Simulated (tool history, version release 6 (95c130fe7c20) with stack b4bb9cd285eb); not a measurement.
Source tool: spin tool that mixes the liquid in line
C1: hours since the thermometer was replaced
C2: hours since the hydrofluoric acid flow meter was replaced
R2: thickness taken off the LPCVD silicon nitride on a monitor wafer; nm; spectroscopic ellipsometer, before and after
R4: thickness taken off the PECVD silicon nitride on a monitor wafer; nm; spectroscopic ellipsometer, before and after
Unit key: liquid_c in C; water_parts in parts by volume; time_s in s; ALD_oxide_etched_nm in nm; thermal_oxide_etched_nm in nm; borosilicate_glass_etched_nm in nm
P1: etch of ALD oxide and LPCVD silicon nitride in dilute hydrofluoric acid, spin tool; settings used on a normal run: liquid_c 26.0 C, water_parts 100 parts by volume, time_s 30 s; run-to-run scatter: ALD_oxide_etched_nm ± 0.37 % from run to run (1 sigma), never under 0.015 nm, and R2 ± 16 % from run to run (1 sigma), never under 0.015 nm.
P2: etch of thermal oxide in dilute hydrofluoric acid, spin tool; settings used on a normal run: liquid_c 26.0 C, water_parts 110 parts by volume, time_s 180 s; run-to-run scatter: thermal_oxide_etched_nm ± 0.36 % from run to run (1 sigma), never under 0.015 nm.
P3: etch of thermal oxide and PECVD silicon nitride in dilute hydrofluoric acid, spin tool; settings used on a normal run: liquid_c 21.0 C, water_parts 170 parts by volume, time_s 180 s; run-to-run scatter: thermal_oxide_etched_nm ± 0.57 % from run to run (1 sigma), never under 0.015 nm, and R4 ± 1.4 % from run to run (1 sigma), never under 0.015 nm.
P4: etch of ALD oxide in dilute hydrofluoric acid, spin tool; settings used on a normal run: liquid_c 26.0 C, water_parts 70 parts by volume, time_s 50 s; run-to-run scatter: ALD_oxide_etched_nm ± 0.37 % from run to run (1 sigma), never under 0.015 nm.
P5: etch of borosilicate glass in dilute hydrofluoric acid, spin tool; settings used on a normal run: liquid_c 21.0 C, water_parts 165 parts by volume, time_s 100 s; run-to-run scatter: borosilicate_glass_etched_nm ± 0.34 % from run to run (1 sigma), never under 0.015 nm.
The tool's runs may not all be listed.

run 1 hour=10.3 | process=P1 liquid_c=26.0 water_parts=100 time_s=30 | C1=1451.6 C2=302.9 | ALD_oxide_etched_nm=9.6255 R2=0.135260
run 2 hour=23.9 | process=P1 liquid_c=21.5 water_parts=100 time_s=30 | C1=1465.2 C2=316.5 | ALD_oxide_etched_nm=8.0523 R2=0.115050
run 3 hour=39.0 | process=P1 liquid_c=33.0 water_parts=40 time_s=30 | C1=1480.3 C2=331.6 | ALD_oxide_etched_nm=34.5600 R2=0.516350
run 4 hour=47.3 | process=P3 liquid_c=21.0 water_parts=170 time_s=180 | C1=1488.6 C2=339.9 | thermal_oxide_etched_nm=4.0755 R4=1.74670
run 5 hour=57.1 | process=P5 liquid_c=21.0 water_parts=165 time_s=15 | C1=1498.4 C2=349.7 | borosilicate_glass_etched_nm=2.1372
run 6 hour=65.3 | process=P5 liquid_c=21.0 water_parts=165 time_s=100 | C1=1506.6 C2=357.9 | borosilicate_glass_etched_nm=14.2750
run 7 hour=73.4 | process=P2 liquid_c=20.0 water_parts=110 time_s=180 | C1=1514.7 C2=366.0 | thermal_oxide_etched_nm=6.3700
run 8 hour=84.6 | process=P5 liquid_c=21.0 water_parts=35 time_s=100 | C1=1525.9 C2=377.2 | borosilicate_glass_etched_nm=77.6980
run 9 hour=101.8 | process=P5 liquid_c=21.0 water_parts=165 time_s=100 | C1=1543.1 C2=394.4 | borosilicate_glass_etched_nm=14.2600
run 10 hour=114.6 | process=P1 liquid_c=26.0 water_parts=180 time_s=50 | C1=1555.9 C2=407.2 | ALD_oxide_etched_nm=8.0995 R2=0.122720
run 11 hour=132.9 | process=P1 liquid_c=26.0 water_parts=100 time_s=30 | C1=1574.2 C2=425.5 | ALD_oxide_etched_nm=9.5850 R2=0.099760
run 12 hour=148.4 | process=P1 liquid_c=26.0 water_parts=100 time_s=15 | C1=1589.7 C2=441.0 | ALD_oxide_etched_nm=4.8072 R2=0.098915
run 13 hour=162.2 | process=P3 liquid_c=26.5 water_parts=170 time_s=180 | C1=1603.5 C2=454.8 | thermal_oxide_etched_nm=4.9714 R4=2.46130
run 14 hour=173.1 | process=P2 liquid_c=26.0 water_parts=65 time_s=180 | C1=1614.4 C2=465.7 | thermal_oxide_etched_nm=14.4190
run 15 hour=185.2 | process=P3 liquid_c=21.0 water_parts=170 time_s=50 | C1=1626.5 C2=477.8 | thermal_oxide_etched_nm=1.1128 R4=0.50167
run 16 hour=195.4 | process=P1 liquid_c=34.0 water_parts=100 time_s=30 | C1=1636.7 C2=488.0 | ALD_oxide_etched_nm=12.8890 R2=0.234950
run 17 hour=212.1 | process=P4 liquid_c=26.0 water_parts=20 time_s=50 | C1=1653.4 C2=504.7 | ALD_oxide_etched_nm=31.9190
run 18 hour=221.0 | process=P1 liquid_c=26.0 water_parts=100 time_s=30 | C1=1662.3 C2=513.6 | ALD_oxide_etched_nm=9.5922 R2=0.146340
run 19 hour=238.9 | process=P4 liquid_c=26.0 water_parts=70 time_s=95 | C1=1680.2 C2=531.5 | ALD_oxide_etched_nm=16.1510
run 20 hour=255.5 | process=P5 liquid_c=26.5 water_parts=165 time_s=100 | C1=1696.8 C2=548.1 | borosilicate_glass_etched_nm=17.4780
run 21 hour=268.0 | process=P1 liquid_c=26.0 water_parts=100 time_s=30 | C1=1709.3 C2=560.6 | ALD_oxide_etched_nm=9.5977 R2=0.095835
run 22 hour=280.7 | process=P1 liquid_c=26.0 water_parts=20 time_s=30 | C1=1722.0 C2=573.3 | ALD_oxide_etched_nm=53.5010 R2=0.635670
run 23 hour=294.3 | process=P2 liquid_c=26.0 water_parts=110 time_s=345 | C1=1735.6 C2=586.9 | thermal_oxide_etched_nm=15.4260
run 24 hour=308.2 | process=P1 liquid_c=26.0 water_parts=100 time_s=45 | C1=1749.5 C2=600.8 | ALD_oxide_etched_nm=14.3190 R2=0.219280
run 25 hour=324.3 | process=P3 liquid_c=21.0 water_parts=280 time_s=180 | C1=1765.6 C2=616.9 | thermal_oxide_etched_nm=2.1887 R4=1.09300
run 26 hour=342.5 | process=P1 liquid_c=26.0 water_parts=100 time_s=30 | C1=1783.8 C2=635.1 | ALD_oxide_etched_nm=9.5706 R2=0.121640
run 27 hour=358.9 | process=P1 liquid_c=26.0 water_parts=100 time_s=30 | C1=1800.2 C2=651.5 | ALD_oxide_etched_nm=9.5739 R2=0.073830
run 28 hour=367.1 | process=P1 liquid_c=26.0 water_parts=150 time_s=30 | C1=1808.4 C2=659.7 | ALD_oxide_etched_nm=6.0109 R2=0.064284
run 29 hour=383.2 | process=P2 liquid_c=26.0 water_parts=110 time_s=180 | C1=1824.5 C2=675.8 | thermal_oxide_etched_nm=7.9900
run 30 hour=400.5 | process=P2 liquid_c=26.0 water_parts=110 time_s=180 | C1=1841.8 C2=693.1 | thermal_oxide_etched_nm=8.0224
run 31 hour=412.4 | process=P1 liquid_c=26.0 water_parts=100 time_s=30 | C1=1853.7 C2=705.0 | ALD_oxide_etched_nm=9.5772 R2=0.135560
run 32 hour=422.8 | process=P4 liquid_c=26.0 water_parts=70 time_s=50 | C1=1864.1 C2=715.4 | ALD_oxide_etched_nm=8.5107
run 33 hour=430.9 | process=P3 liquid_c=21.0 water_parts=170 time_s=180 | C1=1872.2 C2=723.5 | thermal_oxide_etched_nm=4.0446 R4=1.79820
run 34 hour=449.0 | process=P4 liquid_c=32.0 water_parts=70 time_s=50 | C1=1890.3 C2=741.6 | ALD_oxide_etched_nm=10.7250
run 35 hour=464.5 | process=P1 liquid_c=26.0 water_parts=100 time_s=30 | C1=1905.8 C2=757.1 | ALD_oxide_etched_nm=9.6006 R2=0.162470
run 36 hour=477.7 | process=P1 liquid_c=26.0 water_parts=100 time_s=30 | C1=1919.0 C2=770.3 | ALD_oxide_etched_nm=9.8275 R2=0.102900
run 37 hour=490.2 | process=P1 liquid_c=26.0 water_parts=100 time_s=30 | C1=1931.5 C2=782.8 | ALD_oxide_etched_nm=9.9774 R2=0.140100
run 38 hour=508.5 | process=P1 liquid_c=26.0 water_parts=100 time_s=30 | C1=1949.8 C2=801.1 | ALD_oxide_etched_nm=10.0660 R2=0.158790
run 39 hour=522.7 | process=P1 liquid_c=26.0 water_parts=100 time_s=30 | C1=1964.0 C2=815.3 | ALD_oxide_etched_nm=10.1420 R2=0.126570
run 40 hour=534.6 | process=P1 liquid_c=26.0 water_parts=100 time_s=30 | C1=1975.9 C2=827.2 | ALD_oxide_etched_nm=10.1840 R2=0.120950
run 41 hour=549.1 | process=P1 liquid_c=26.0 water_parts=100 time_s=30 | C1=1990.4 C2=841.7 | ALD_oxide_etched_nm=10.2490 R2=0.157300
run 42 hour=561.9 | process=P1 liquid_c=26.0 water_parts=100 time_s=30 | C1=2003.2 C2=854.5 | ALD_oxide_etched_nm=10.2770 R2=0.133360
run 43 hour=570.0 | process=P1 liquid_c=26.0 water_parts=100 time_s=30 | C1=2011.3 C2=862.6 | ALD_oxide_etched_nm=10.2310 R2=0.139060
run 44 hour=587.4 | process=P1 liquid_c=26.0 water_parts=100 time_s=30 | C1=2028.7 C2=880.0 | ALD_oxide_etched_nm=10.2620 R2=0.118200
run 45 hour=596.3 | process=P1 liquid_c=26.0 water_parts=100 time_s=30 | C1=2037.6 C2=888.9 | ALD_oxide_etched_nm=10.2920 R2=0.163870
run 46 hour=611.1 | process=P1 liquid_c=26.0 water_parts=100 time_s=30 | C1=2052.4 C2=903.7 | ALD_oxide_etched_nm=10.3290 R2=0.152610

What P1 gives has crept off from where it sat before. The 2 causes that follow fit the log equally well, each at the size noted:
A: liquid hotter than its thermometer reads (K) = 1.88
B: hydrofluoric acid flow above the setpoint (%) = 6.63
The onset of the drift is placed at about hour 464.5.

Which of the 4 check runs listed below, each an average over 5 wafers with its results shown as question marks, gives clearly different results under the different listed causes?
run check 1 hour=625.9 | process=P2 liquid_c=26.0 water_parts=110 time_s=180 | thermal_oxide_etched_nm=?
run check 2 hour=625.9 | process=P4 liquid_c=26.0 water_parts=70 time_s=50 | ALD_oxide_etched_nm=?
run check 3 hour=625.9 | process=P3 liquid_c=21.0 water_parts=170 time_s=180 | thermal_oxide_etched_nm=? R4=?
run check 4 hour=625.9 | process=P5 liquid_c=21.0 water_parts=165 time_s=100 | borosilicate_glass_etched_nm=?

What each check would give under each cause:
check=check_1 result=thermal_oxide_etched_nm if_A=8.6261 if_B=8.6346
check=check_2 result=ALD_oxide_etched_nm if_A=9.1327 if_B=9.0939
check=check_3 result=thermal_oxide_etched_nm if_A=4.3528 if_B=4.3651
check=check_3 result=R4 if_A=1.99360 if_B=1.87790
check=check_4 result=borosilicate_glass_etched_nm if_A=15.2970 if_B=15.3320
Per-check spread between the two closest causes, in the result where they differ most: check 1 0.1 %; check 2 0.43 %; check 3 5.98 %; check 4 0.23 %
Check 3 distinguishes between the causes, while the remaining checks would return nearly the same result for all of them.

With check 3 done, the readings were: thermal_oxide_etched_nm 4.3817 nm; R4 1.89060 nm. Identify which of the listed causes applies.

B is the cause: hydrofluoric acid flow above the setpoint (%).
